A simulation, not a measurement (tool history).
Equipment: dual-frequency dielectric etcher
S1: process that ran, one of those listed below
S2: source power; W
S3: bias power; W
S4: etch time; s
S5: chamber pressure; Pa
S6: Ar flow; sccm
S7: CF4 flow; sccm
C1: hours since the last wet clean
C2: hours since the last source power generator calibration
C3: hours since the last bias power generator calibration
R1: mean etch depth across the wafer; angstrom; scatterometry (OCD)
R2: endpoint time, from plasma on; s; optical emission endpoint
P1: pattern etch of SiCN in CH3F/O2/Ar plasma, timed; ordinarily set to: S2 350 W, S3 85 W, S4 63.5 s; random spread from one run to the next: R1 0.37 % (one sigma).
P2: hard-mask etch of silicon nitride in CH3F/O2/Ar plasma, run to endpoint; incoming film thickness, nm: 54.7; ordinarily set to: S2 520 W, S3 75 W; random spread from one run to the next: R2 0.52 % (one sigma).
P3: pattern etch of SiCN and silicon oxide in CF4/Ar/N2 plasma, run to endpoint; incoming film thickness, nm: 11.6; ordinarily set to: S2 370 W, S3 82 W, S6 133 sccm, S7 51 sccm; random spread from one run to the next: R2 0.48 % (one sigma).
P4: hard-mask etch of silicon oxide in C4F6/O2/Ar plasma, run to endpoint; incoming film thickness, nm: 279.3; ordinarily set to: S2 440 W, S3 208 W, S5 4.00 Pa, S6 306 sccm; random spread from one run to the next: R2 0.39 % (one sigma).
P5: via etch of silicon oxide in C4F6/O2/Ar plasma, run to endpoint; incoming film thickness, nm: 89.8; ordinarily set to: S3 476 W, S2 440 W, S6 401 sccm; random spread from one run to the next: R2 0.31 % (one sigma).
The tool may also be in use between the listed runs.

run   hour  S1   S2   S3    S4    S5   S6  S7     C1      C2      C3      R1      R2
  1    8.4  P1  350   85  63.5                 315.8  1951.4  1073.7  241.07
  2   21.2  P1  210   85  88.5                 328.6  1964.2  1086.5  277.36
  3   30.3  P1  480  105  63.5                 337.7  1973.3  1095.6  289.94
  4   43.2  P1  350   67  63.5                 350.6  1986.2  1108.5  220.52
  5   55.0  P1  220   85  63.5                 362.4  1998.0  1120.3  202.12
      57.5  -- bias power generator calibrated
  6   63.7  P4  440  208        5.53  306      371.1  2006.7     6.2          83.930
  7   72.4  P5  440  647              401      379.8  2015.4    14.9          17.441
  8   78.5  P4  560  208        4.00  306      385.9  2021.5    21.0          73.445
      80.6  -- wet clean of the chamber
  9   89.2  P3  370  111              133  51    8.7  2032.2    31.7          15.547
 10   99.6  P1  350   85  35.0                  19.1  2042.6    42.1  132.00
 11  111.4  P3  370   82              133  32   30.9  2054.4    53.9          18.536
 12  118.4  P4  440  208        4.00  236       37.9  2061.4    60.9          78.363
 13  127.9  P1  350   85  80.0                  47.4  2070.9    70.4  303.91
 14  135.7  P3  370   82              173  51   55.2  2078.7    78.2          18.234
 15  142.8  P4  440  293        4.00  306       62.3  2085.8    85.3          71.945
 16  152.3  P2  720   75                        71.8  2095.3    94.8          62.315
 17  158.9  P1  350   85  63.5                  78.4  2101.9   101.4  240.14
 18  169.0  P1  420   85  63.5                  88.5  2112.0   111.5  257.79
 19  178.9  P5  620  476              401       98.4  2121.9   121.4          17.305
 20  189.8  P4  440  208        4.00  306      109.3  2132.8   132.3          80.611
 21  201.7  P2  520  106                       121.2  2144.7   144.2          62.115
 22  207.4  P2  520   75                       126.9  2150.4   149.9          70.568
 23  216.1  P2  520   75                       135.6  2159.1   158.6          70.347
 24  225.0  P3  230   82              133  51  144.5  2168.0   167.5          26.099
 25  234.0  P5  440  476              401      153.5  2177.0   176.5          19.526
 26  240.5  P1  350   85  63.5                 160.0  2183.5   183.0  240.75

What does the tool deliver on the next run?
 27  252.3  P1  350  85  63.5              171.8  2195.3  194.8   ?

R1: 240.76 angstrom
